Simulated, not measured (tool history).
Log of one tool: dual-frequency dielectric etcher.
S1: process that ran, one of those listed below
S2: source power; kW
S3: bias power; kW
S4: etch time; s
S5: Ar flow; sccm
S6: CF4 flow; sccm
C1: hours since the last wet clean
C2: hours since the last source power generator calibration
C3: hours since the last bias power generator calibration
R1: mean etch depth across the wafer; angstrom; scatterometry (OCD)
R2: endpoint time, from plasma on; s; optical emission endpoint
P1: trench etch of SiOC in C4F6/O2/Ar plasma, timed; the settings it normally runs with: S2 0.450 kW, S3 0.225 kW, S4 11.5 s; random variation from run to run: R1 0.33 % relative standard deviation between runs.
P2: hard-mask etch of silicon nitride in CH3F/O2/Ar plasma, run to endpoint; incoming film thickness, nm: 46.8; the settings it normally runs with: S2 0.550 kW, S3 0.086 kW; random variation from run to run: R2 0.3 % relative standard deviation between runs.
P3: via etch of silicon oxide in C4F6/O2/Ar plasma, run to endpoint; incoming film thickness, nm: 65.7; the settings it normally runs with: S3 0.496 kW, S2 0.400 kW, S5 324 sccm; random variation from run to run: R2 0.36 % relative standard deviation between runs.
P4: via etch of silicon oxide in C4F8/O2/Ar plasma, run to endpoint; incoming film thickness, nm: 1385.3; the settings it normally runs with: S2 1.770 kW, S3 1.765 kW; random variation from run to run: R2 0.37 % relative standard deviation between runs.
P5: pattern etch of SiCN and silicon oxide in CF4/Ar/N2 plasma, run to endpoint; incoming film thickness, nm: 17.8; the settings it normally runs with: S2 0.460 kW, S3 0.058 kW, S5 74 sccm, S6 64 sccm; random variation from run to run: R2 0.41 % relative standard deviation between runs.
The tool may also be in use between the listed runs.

{"run": 1, "hour": 8.9, "S1": "P1", "S2": 0.45, "S3": 0.225, "S4": 11.5, "C1": 137.0, "C2": 339.1, "C3": 3359.1, "R1": 271.1}
{"run": 2, "hour": 23.3, "S1": "P1", "S2": 0.45, "S3": 0.225, "S4": 11.5, "C1": 151.4, "C2": 353.5, "C3": 3373.5, "R1": 270.62}
{"run": 3, "hour": 34.4, "S1": "P1", "S2": 0.45, "S3": 0.225, "S4": 11.5, "C1": 162.5, "C2": 364.6, "C3": 3384.6, "R1": 270.5}
{"run": 4, "hour": 52.1, "S1": "P2", "S2": 0.68, "S3": 0.086, "C1": 180.2, "C2": 382.3, "C3": 3402.3, "R2": 52.533}
{"run": 5, "hour": 65.2, "S1": "P1", "S2": 0.45, "S3": 0.225, "S4": 11.5, "C1": 193.3, "C2": 395.4, "C3": 3415.4, "R1": 270.98}
{"run": 6, "hour": 82.5, "S1": "P3", "S2": 0.4, "S3": 0.63, "S5": 324, "C1": 210.6, "C2": 412.7, "C3": 3432.7, "R2": 13.859}
{"run": 7, "hour": 92.9, "S1": "P3", "S2": 0.4, "S3": 0.496, "S5": 324, "C1": 221.0, "C2": 423.1, "C3": 3443.1, "R2": 15.083}
{"run": 8, "hour": 101.5, "S1": "P1", "S2": 0.45, "S3": 0.225, "S4": 8.0, "C1": 229.6, "C2": 431.7, "C3": 3451.7, "R1": 187.95}
{"run": 9, "hour": 116.0, "S1": "P2", "S2": 0.55, "S3": 0.07, "C1": 244.1, "C2": 446.2, "C3": 3466.2, "R2": 61.145}
{"run": 10, "hour": 134.6, "S1": "P5", "S2": 0.46, "S3": 0.058, "S5": 50, "S6": 64, "C1": 262.7, "C2": 464.8, "C3": 3484.8, "R2": 20.706}
{"run": 11, "hour": 147.0, "S1": "P3", "S2": 0.28, "S3": 0.496, "S5": 324, "C1": 275.1, "C2": 477.2, "C3": 3497.2, "R2": 17.313}
{"run": 12, "hour": 163.1, "S1": "P1", "S2": 0.45, "S3": 0.225, "S4": 11.5, "C1": 291.2, "C2": 493.3, "C3": 3513.3, "R1": 270.94}
{"run": 13, "hour": 175.3, "S1": "P1", "S2": 0.45, "S3": 0.162, "S4": 11.5, "C1": 303.4, "C2": 505.5, "C3": 3525.5, "R1": 243.73}
{"run": 14, "hour": 190.3, "S1": "P5", "S2": 0.46, "S3": 0.058, "S5": 74, "S6": 90, "C1": 318.4, "C2": 520.5, "C3": 3540.5, "R2": 20.717}
{"run": 15, "hour": 209.1, "S1": "P5", "S2": 0.28, "S3": 0.058, "S5": 74, "S6": 64, "C1": 337.2, "C2": 539.3, "C3": 3559.3, "R2": 33.708}
{"run": 16, "hour": 220.6, "S1": "P3", "S2": 0.4, "S3": 0.496, "S5": 194, "C1": 348.7, "C2": 550.8, "C3": 3570.8, "R2": 14.31}
{"run": 17, "hour": 239.6, "S1": "P1", "S2": 0.3, "S3": 0.308, "S4": 11.5, "C1": 367.7, "C2": 569.8, "C3": 3589.8, "R1": 257.8}
{"run": 18, "hour": 249.1, "S1": "P3", "S2": 0.4, "S3": 0.496, "S5": 324, "C1": 377.2, "C2": 579.3, "C3": 3599.3, "R2": 15.279}
{"run": 19, "hour": 258.2, "S1": "P5", "S2": 0.46, "S3": 0.058, "S5": 74, "S6": 64, "C1": 386.3, "C2": 588.4, "C3": 3608.4, "R2": 21.767}
{"run": 20, "hour": 272.0, "S1": "P1", "S2": 0.45, "S3": 0.225, "S4": 17.0, "C1": 400.1, "C2": 602.2, "C3": 3622.2, "R1": 399.22}
{"run": 21, "hour": 285.1, "S1": "P1", "S2": 0.45, "S3": 0.138, "S4": 8.5, "C1": 413.2, "C2": 615.3, "C3": 3635.3, "R1": 171.77}
{"run": 22, "hour": 304.1, "S1": "P1", "S2": 0.3, "S3": 0.225, "S4": 11.5, "C1": 432.2, "C2": 634.3, "C3": 3654.3, "R1": 231.01}
{"run": 23, "hour": 314.1, "S1": "P4", "S2": 2.24, "S3": 1.765, "C1": 442.2, "C2": 644.3, "C3": 3664.3, "R2": 278.4}
{"run": 24, "hour": 332.3, "S1": "P2", "S2": 0.55, "S3": 0.086, "C1": 460.4, "C2": 662.5, "C3": 3682.5, "R2": 57.301}
{"run": 25, "hour": 349.1, "S1": "P4", "S2": 1.77, "S3": 1.765, "C1": 477.2, "C2": 679.3, "C3": 3699.3, "R2": 306.1}
{"run": 26, "hour": 360.9, "S1": "P1", "S2": 0.45, "S3": 0.298, "S4": 11.5, "C1": 489.0, "C2": 691.1, "C3": 3711.1, "R1": 299.09}
{"run": 27, "hour": 370.1, "S1": "P1", "S2": 0.6, "S3": 0.225, "S4": 11.5, "C1": 498.2, "C2": 700.3, "C3": 3720.3, "R1": 303.2}
{"run": 28, "hour": 380.8, "S1": "P4", "S2": 1.77, "S3": 2.461, "C1": 508.9, "C2": 711.0, "C3": 3731.0, "R2": 278.54}
{"run": 29, "hour": 398.1, "S1": "P5", "S2": 0.46, "S3": 0.036, "S5": 74, "S6": 64, "C1": 526.2, "C2": 728.3, "C3": 3748.3, "R2": 25.128}
{"run": 30, "hour": 411.2, "S1": "P1", "S2": 0.45, "S3": 0.225, "S4": 11.5, "C1": 539.3, "C2": 741.4, "C3": 3761.4, "R1": 270.62}
{"run": 31, "hour": 427.8, "S1": "P1", "S2": 0.45, "S3": 0.225, "S4": 11.5, "C1": 555.9, "C2": 758.0, "C3": 3778.0, "R1": 268.16}
{"run": 32, "hour": 441.7, "S1": "P1", "S2": 0.45, "S3": 0.225, "S4": 11.5, "C1": 569.8, "C2": 771.9, "C3": 3791.9, "R1": 266.88}
{"hour": 444.7, "done": "wet clean of the chamber"}
{"run": 33, "hour": 456.1, "S1": "P1", "S2": 0.45, "S3": 0.225, "S4": 11.5, "C1": 11.4, "C2": 786.3, "C3": 3806.3, "R1": 265.51}
{"run": 34, "hour": 468.7, "S1": "P1", "S2": 0.45, "S3": 0.225, "S4": 11.5, "C1": 24.0, "C2": 798.9, "C3": 3818.9, "R1": 267.34}

What does the tool deliver on the next run?
{"run": 35, "hour": 479.8, "S1": "P1", "S2": 0.45, "S3": 0.225, "S4": 11.5, "C1": 35.1, "C2": 810.0, "C3": 3830.0, "R1": "?"}

{"run 35": {"R1": 267.49}}
